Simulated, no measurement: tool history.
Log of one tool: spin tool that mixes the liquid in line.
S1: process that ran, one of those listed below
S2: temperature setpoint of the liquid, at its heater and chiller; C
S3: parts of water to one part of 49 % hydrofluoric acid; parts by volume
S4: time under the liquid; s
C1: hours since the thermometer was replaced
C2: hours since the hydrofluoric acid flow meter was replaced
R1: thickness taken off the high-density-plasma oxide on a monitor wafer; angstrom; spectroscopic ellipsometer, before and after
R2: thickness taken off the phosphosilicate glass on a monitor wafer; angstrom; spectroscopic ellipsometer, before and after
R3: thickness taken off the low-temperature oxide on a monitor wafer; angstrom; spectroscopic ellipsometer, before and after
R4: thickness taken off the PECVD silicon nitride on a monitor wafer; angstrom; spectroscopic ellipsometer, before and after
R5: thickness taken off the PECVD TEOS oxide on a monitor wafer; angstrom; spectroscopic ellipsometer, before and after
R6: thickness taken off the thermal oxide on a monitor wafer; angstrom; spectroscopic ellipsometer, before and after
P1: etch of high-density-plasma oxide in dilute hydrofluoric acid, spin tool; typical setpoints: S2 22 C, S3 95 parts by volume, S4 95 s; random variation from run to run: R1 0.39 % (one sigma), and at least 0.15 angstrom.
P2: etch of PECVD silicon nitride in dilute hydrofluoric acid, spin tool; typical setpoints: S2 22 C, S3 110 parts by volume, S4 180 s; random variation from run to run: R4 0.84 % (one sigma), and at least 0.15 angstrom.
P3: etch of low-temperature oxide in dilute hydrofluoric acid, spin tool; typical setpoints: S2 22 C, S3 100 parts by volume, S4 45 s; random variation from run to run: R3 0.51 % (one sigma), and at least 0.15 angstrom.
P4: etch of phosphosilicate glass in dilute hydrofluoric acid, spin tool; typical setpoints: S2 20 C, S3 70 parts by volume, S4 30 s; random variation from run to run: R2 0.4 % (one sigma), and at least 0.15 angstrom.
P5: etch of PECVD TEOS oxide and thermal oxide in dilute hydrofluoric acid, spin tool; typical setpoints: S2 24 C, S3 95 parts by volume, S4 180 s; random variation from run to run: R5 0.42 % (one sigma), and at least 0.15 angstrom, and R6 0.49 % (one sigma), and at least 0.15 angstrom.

run	day	S1	S2	S3	S4	C1	C2	R1	R2	R3	R4	R5	R6
1	0.233	P1	22	95	95	865.1	140.3	105.38					
2	0.45	P1	17	95	95	870.3	145.5	85.917					
3	0.625	P4	20	70	55	874.5	149.7		835.7				
4	0.879	P1	22	55	95	880.6	155.8	191.95					
5	1.112	P3	17	100	45	886.2	161.4			69.434			
6	1.329	P4	20	70	30	891.4	166.6		457.11				
7	1.5	P1	22	150	95	895.5	170.7	62.323					
8	1.65	P1	22	95	95	899.1	174.3	105.24					
9	1.842	P1	17	95	145	903.7	178.9	130.26					
10	2.046	P4	24.5	70	30	908.6	183.8		547.09				
11	2.329	P4	20	20	30	915.4	190.6		1700.4				
12	2.621	P1	22	95	95	922.4	197.6	105.4					
13	2.938	P2	28	110	180	930	205.2				46.995		
14	3.179	P1	27	95	95	935.8	211	129.31					
15	3.479	P1	22	95	95	943	218.2	104.92					
16	3.758	P3	22	100	45	949.7	224.9			85.335			
17	3.962	P5	24	95	355	954.6	229.8					358.52	171.75
18	4.188	P5	24	95	180	960	235.2					182.01	85.92
19	4.354	P3	22	155	45	964	239.2			51.83			
20	4.575	P1	22	95	95	969.3	244.5	104.88					
21	4.754	P5	24	160	180	973.6	248.8					99.334	47.762
22	5.008	P1	22	95	95	979.7	254.9	105.52					
23	5.188	P2	22	170	180	984	259.2				20.518		
24	5.375	P5	24	95	180	988.5	263.7					182.67	85.236
25	5.575	P2	22	110	360	993.3	268.5				63.373		
26	5.867	P1	22	95	95	1000.3	275.5	105.25					
27	6.146	P1	22	95	185	1007	282.2	204.65					
28	6.421	P1	22	95	45	1013.6	288.8	49.729					
29	6.629	P5	18	95	180	1018.6	293.8					142.25	67.113
30	6.908	P3	22	100	45	1025.3	300.5			84.971			
31	7.071	P3	22	100	80	1029.2	304.4			151.46			
32	7.338	P2	22	110	180	1035.6	310.8				31.656		
33	7.646	P1	22	95	95	1043	318.2	106.31					
34	7.808	P1	22	95	95	1046.9	322.1	108.7					
35	8.046	P1	22	95	95	1052.6	327.8	111.09					
36	8.279	P1	22	95	95	1058.2	333.4	112.07					
37	8.579	P1	22	95	95	1065.4	340.6	114.76					
38	8.896	P1	22	95	95	1073	348.2	113.85					
39	9.083	P1	22	95	95	1077.5	352.7	112.66					

What P1 gives has crept off from where it sat before. The 2 causes that follow fit the log equally well, each at the size noted:
A: hydrofluoric acid flow above the setpoint (%) = 7.47
B: liquid hotter than its thermometer reads (K) = 1.99
The gradual shift began around day 7.646.

Of the 4 check runs below, each run on 2 wafers with the results averaged and each result still a question mark, which one would tell the listed causes apart?
check 1	9.271	P5	24	95	180							?	?
check 2	9.271	P3	22	100	45					?			
check 3	9.271	P2	22	110	180						?		
check 4	9.271	P4	20	70	30				?				

What each check would give under each cause:
check	result	if A	if B
check 1	R5	196.47	196.12
check 1	R6	93.159	92.992
check 2	R3	92.295	92.234
check 3	R4	33.91	36.039
check 4	R2	493.25	495.65
Gap, in per cent, between the two causes that each check separates least, read from the result that separates them most: check 1 0.18 %; check 2 0.07 %; check 3 6.09 %; check 4 0.49 %
Check 3 tells the causes apart: in the others they would give nearly the same result.

With check 3 done, the readings were: R4 36.086 angstrom. Identify which of the listed causes applies.

B is the cause: liquid hotter than its thermometer reads (K).
